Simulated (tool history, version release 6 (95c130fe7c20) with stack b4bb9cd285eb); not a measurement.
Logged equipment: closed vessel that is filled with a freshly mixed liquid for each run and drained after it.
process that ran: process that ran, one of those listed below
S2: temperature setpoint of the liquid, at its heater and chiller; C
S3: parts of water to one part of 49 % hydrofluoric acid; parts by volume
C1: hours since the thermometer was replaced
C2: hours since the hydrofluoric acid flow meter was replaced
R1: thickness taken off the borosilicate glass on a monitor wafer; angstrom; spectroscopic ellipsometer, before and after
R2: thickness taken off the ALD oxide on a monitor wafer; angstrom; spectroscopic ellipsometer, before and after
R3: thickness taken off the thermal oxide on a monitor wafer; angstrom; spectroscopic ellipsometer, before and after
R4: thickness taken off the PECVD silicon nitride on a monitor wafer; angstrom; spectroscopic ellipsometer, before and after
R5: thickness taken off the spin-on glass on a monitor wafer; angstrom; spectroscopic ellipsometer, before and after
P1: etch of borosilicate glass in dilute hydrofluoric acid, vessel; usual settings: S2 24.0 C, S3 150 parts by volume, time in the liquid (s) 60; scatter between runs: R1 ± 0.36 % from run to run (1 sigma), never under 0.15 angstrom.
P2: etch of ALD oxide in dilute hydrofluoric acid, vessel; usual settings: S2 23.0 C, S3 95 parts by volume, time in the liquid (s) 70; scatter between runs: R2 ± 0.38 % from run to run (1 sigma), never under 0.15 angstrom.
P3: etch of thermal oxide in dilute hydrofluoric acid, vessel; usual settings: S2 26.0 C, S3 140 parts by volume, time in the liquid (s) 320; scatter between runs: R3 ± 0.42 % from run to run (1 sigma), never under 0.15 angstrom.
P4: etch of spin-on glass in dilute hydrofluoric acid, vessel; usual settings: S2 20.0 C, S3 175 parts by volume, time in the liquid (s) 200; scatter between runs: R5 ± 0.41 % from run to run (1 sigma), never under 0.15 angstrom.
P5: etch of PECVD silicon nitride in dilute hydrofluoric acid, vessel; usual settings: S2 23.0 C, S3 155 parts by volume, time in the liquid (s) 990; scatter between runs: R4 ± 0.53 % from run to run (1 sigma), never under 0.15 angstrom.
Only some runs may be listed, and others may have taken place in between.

{"run": 1, "hour": 8.7, "process that ran": "P1", "S2": 24.0, "S3": 150, "time in the liquid (s)": 60, "C1": 1181.2, "C2": 815.9, "R1": 76.842}
{"run": 2, "hour": 13.8, "process that ran": "P2", "S2": 23.0, "S3": 40, "time in the liquid (s)": 70, "C1": 1186.3, "C2": 821.0, "R2": 459.72}
{"run": 3, "hour": 19.0, "process that ran": "P1", "S2": 24.0, "S3": 150, "time in the liquid (s)": 60, "C1": 1191.5, "C2": 826.2, "R1": 76.143}
{"run": 4, "hour": 27.8, "process that ran": "P1", "S2": 29.0, "S3": 150, "time in the liquid (s)": 30, "C1": 1200.3, "C2": 835.0, "R1": 46.348}
{"run": 5, "hour": 34.4, "process that ran": "P3", "S2": 26.0, "S3": 140, "time in the liquid (s)": 320, "C1": 1206.9, "C2": 841.6, "R3": 107.94}
{"run": 6, "hour": 38.9, "process that ran": "P5", "S2": 18.0, "S3": 155, "time in the liquid (s)": 990, "C1": 1211.4, "C2": 846.1, "R4": 74.95}
{"run": 7, "hour": 43.1, "process that ran": "P1", "S2": 24.0, "S3": 150, "time in the liquid (s)": 60, "C1": 1215.6, "C2": 850.3, "R1": 76.961}
{"run": 8, "hour": 50.5, "process that ran": "P4", "S2": 20.0, "S3": 175, "time in the liquid (s)": 200, "C1": 1223.0, "C2": 857.7, "R5": 319.16}
{"run": 9, "hour": 57.2, "process that ran": "P2", "S2": 29.0, "S3": 95, "time in the liquid (s)": 70, "C1": 1229.7, "C2": 864.4, "R2": 230.41}
{"run": 10, "hour": 62.8, "process that ran": "P1", "S2": 24.0, "S3": 150, "time in the liquid (s)": 60, "C1": 1235.3, "C2": 870.0, "R1": 76.515}
{"run": 11, "hour": 67.6, "process that ran": "P5", "S2": 23.0, "S3": 95, "time in the liquid (s)": 990, "C1": 1240.1, "C2": 874.8, "R4": 169.56}
{"run": 12, "hour": 71.6, "process that ran": "P1", "S2": 24.0, "S3": 150, "time in the liquid (s)": 95, "C1": 1244.1, "C2": 878.8, "R1": 121.52}
{"run": 13, "hour": 79.6, "process that ran": "P1", "S2": 24.0, "S3": 150, "time in the liquid (s)": 60, "C1": 1252.1, "C2": 886.8, "R1": 76.478}
{"run": 14, "hour": 85.2, "process that ran": "P4", "S2": 20.0, "S3": 325, "time in the liquid (s)": 200, "C1": 1257.7, "C2": 892.4, "R5": 150.1}
{"run": 15, "hour": 90.8, "process that ran": "P5", "S2": 23.0, "S3": 155, "time in the liquid (s)": 40, "C1": 1263.3, "C2": 898.0, "R4": 4.0496}
{"run": 16, "hour": 94.7, "process that ran": "P1", "S2": 24.0, "S3": 50, "time in the liquid (s)": 60, "C1": 1267.2, "C2": 901.9, "R1": 259.2}
{"run": 17, "hour": 100.7, "process that ran": "P3", "S2": 26.0, "S3": 210, "time in the liquid (s)": 320, "C1": 1273.2, "C2": 907.9, "R3": 66.791}
{"run": 18, "hour": 106.2, "process that ran": "P4", "S2": 17.0, "S3": 175, "time in the liquid (s)": 200, "C1": 1278.7, "C2": 913.4, "R5": 287.34}
{"run": 19, "hour": 110.0, "process that ran": "P1", "S2": 24.0, "S3": 150, "time in the liquid (s)": 30, "C1": 1282.5, "C2": 917.2, "R1": 38.765}
{"run": 20, "hour": 115.2, "process that ran": "P1", "S2": 28.0, "S3": 100, "time in the liquid (s)": 60, "C1": 1287.7, "C2": 922.4, "R1": 141.92}
{"run": 21, "hour": 122.3, "process that ran": "P3", "S2": 26.0, "S3": 140, "time in the liquid (s)": 320, "C1": 1294.8, "C2": 929.5, "R3": 108.01}
{"run": 22, "hour": 128.5, "process that ran": "P4", "S2": 20.0, "S3": 175, "time in the liquid (s)": 200, "C1": 1301.0, "C2": 935.7, "R5": 321.71}
{"run": 23, "hour": 135.4, "process that ran": "P3", "S2": 19.0, "S3": 140, "time in the liquid (s)": 320, "C1": 1307.9, "C2": 942.6, "R3": 83.05}
{"run": 24, "hour": 140.3, "process that ran": "P1", "S2": 24.0, "S3": 150, "time in the liquid (s)": 60, "C1": 1312.8, "C2": 947.5, "R1": 75.94}
{"run": 25, "hour": 148.6, "process that ran": "P2", "S2": 23.0, "S3": 95, "time in the liquid (s)": 70, "C1": 1321.1, "C2": 955.8, "R2": 180.28}
{"run": 26, "hour": 153.2, "process that ran": "P2", "S2": 23.0, "S3": 95, "time in the liquid (s)": 30, "C1": 1325.7, "C2": 960.4, "R2": 78.019}
{"run": 27, "hour": 157.1, "process that ran": "P1", "S2": 24.0, "S3": 250, "time in the liquid (s)": 60, "C1": 1329.6, "C2": 964.3, "R1": 41.323}
{"run": 28, "hour": 161.8, "process that ran": "P1", "S2": 29.5, "S3": 150, "time in the liquid (s)": 60, "C1": 1334.3, "C2": 969.0, "R1": 94.27}
{"run": 29, "hour": 169.3, "process that ran": "P5", "S2": 23.0, "S3": 155, "time in the liquid (s)": 990, "C1": 1341.8, "C2": 976.5, "R4": 103.95}
{"run": 30, "hour": 174.1, "process that ran": "P4", "S2": 20.0, "S3": 175, "time in the liquid (s)": 105, "C1": 1346.6, "C2": 981.3, "R5": 169.19}
{"run": 31, "hour": 180.7, "process that ran": "P1", "S2": 17.0, "S3": 150, "time in the liquid (s)": 60, "C1": 1353.2, "C2": 987.9, "R1": 58.504}
{"run": 32, "hour": 188.9, "process that ran": "P3", "S2": 26.0, "S3": 140, "time in the liquid (s)": 100, "C1": 1361.4, "C2": 996.1, "R3": 33.948}
{"run": 33, "hour": 195.3, "process that ran": "P1", "S2": 24.0, "S3": 150, "time in the liquid (s)": 60, "C1": 1367.8, "C2": 1002.5, "R1": 76.612}
{"run": 34, "hour": 200.6, "process that ran": "P1", "S2": 24.0, "S3": 150, "time in the liquid (s)": 60, "C1": 1373.1, "C2": 1007.8, "R1": 73.759}
{"run": 35, "hour": 209.0, "process that ran": "P1", "S2": 24.0, "S3": 150, "time in the liquid (s)": 60, "C1": 1381.5, "C2": 1016.2, "R1": 71.465}
{"run": 36, "hour": 215.4, "process that ran": "P1", "S2": 24.0, "S3": 150, "time in the liquid (s)": 60, "C1": 1387.9, "C2": 1022.6, "R1": 70.549}
{"run": 37, "hour": 220.0, "process that ran": "P1", "S2": 24.0, "S3": 150, "time in the liquid (s)": 60, "C1": 1392.5, "C2": 1027.2, "R1": 70.346}
{"run": 38, "hour": 224.1, "process that ran": "P1", "S2": 24.0, "S3": 150, "time in the liquid (s)": 60, "C1": 1396.6, "C2": 1031.3, "R1": 70.063}
{"run": 39, "hour": 229.5, "process that ran": "P1", "S2": 24.0, "S3": 150, "time in the liquid (s)": 60, "C1": 1402.0, "C2": 1036.7, "R1": 69.833}

Compared with where it was, what P1 gives has crept away. Each cause listed below fits the log as well as the rest, at the size given for it:
A: liquid colder than its thermometer reads (K) = 2.33
B: hydrofluoric acid flow below the setpoint (%) = 7.35
The onset of the drift is placed at about hour 195.3.

Question marks stand in for the results of the 4 check runs listed below, each run on one wafer. Under which run would the listed causes show clearly different results?
{"run": "check 1", "hour": 234.9, "process that ran": "P5", "S2": 23.0, "S3": 155, "time in the liquid (s)": 990, "R4": "?"}
{"run": "check 2", "hour": 234.9, "process that ran": "P4", "S2": 20.0, "S3": 175, "time in the liquid (s)": 200, "R5": "?"}
{"run": "check 3", "hour": 234.9, "process that ran": "P2", "S2": 23.0, "S3": 95, "time in the liquid (s)": 70, "R2": "?"}
{"run": "check 4", "hour": 234.9, "process that ran": "P3", "S2": 26.0, "S3": 140, "time in the liquid (s)": 320, "R3": "?"}

Expected result of each check under each candidate cause:
check=check_1 result=R4 if_A=89.7540 if_B=97.0000
check=check_2 result=R5 if_A=292.91 if_B=293.56
check=check_3 result=R2 if_A=164.840 if_B=166.340
check=check_4 result=R3 if_A=99.072 if_B=98.994
Separation of the two closest causes in each check, using whichever result separates them best: check 1 7.76 %; check 2 0.22 %; check 3 0.9 %; check 4 0.08 %
Only check 1 tells the causes apart: in the others they would give nearly the same result.

The results of check 1 are: R4 97.0520 angstrom. Based on these, which of the listed causes is it?

It is B: hydrofluoric acid flow below the setpoint (%).

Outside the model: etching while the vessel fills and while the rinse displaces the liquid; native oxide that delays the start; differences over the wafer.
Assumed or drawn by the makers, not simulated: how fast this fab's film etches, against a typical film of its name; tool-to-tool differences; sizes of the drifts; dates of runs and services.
